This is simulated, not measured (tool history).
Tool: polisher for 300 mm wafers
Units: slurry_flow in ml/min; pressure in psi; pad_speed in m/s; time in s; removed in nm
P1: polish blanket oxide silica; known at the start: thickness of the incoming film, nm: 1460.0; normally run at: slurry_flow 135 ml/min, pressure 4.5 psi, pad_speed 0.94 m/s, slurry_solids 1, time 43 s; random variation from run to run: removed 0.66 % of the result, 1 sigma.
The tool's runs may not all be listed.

run  hour  slurry_flow  pressure  pad_speed  slurry_solids  time  wafers polished on this pad  hours since the slurry nozzle was cleaned  hours since the head pressure was calibrated  hours since the slurry blender was calibrated  hours since the conditioning disc was replaced  removed
  1   2.7          135       4.5       0.94              1    43                          582                                      528.6                                         506.6                                             81                                           250.6   123.45
  2   7.9          135       6.1       0.94              1    23                          635                                      533.8                                         511.8                                           86.2                                           255.8   89.578
  3  10.3          135       4.5       0.94              1    62                          659                                      536.2                                         514.2                                           88.6                                           258.2   180.74
  4  14.7           80       4.5       0.94              1    43                          704                                      540.6                                         518.6                                             93                                           262.6   108.94
  5  19.3          210       4.5       0.94              1    43                          750                                      545.2                                         523.2                                           97.6                                           267.2   134.16
  6  22.9          135       4.5       0.94              1    43                          787                                      548.8                                         526.8                                          101.2                                           270.8   124.01
  7  25.8           90       4.5       0.56              1    43                          816                                      551.7                                         529.7                                          104.1                                           273.7   74.324
  8  30.4          135       2.9       0.94              1    43                          863                                      556.3                                         534.3                                          108.7                                           278.3   79.806
  9  33.5          135       4.5       0.94              1    43                          895                                      559.4                                         537.4                                          111.8                                           281.4   124.09
 10  38.6          135       4.5       0.42              1    43                          946                                      564.5                                         542.5                                          116.9                                           286.5   64.399
 11  42.1          135       4.5       0.94              1    43                          982                                        568                                           546                                          120.4                                             290   122.99
 12    45          135       4.5       0.94           0.55    43                         1011                                      570.9                                         548.9                                          123.3                                           292.9   89.816
 13  49.3          135       4.5       1.32              1    43                         1055                                      575.2                                         553.2                                          127.6                                           297.2   162.54

Forecast run 14:
 14  53.1          135       4.5       0.94              1    43                         1094                                        579                                           557                                          131.4                                             301        ?

Run 14 gave removed 123.79 nm.

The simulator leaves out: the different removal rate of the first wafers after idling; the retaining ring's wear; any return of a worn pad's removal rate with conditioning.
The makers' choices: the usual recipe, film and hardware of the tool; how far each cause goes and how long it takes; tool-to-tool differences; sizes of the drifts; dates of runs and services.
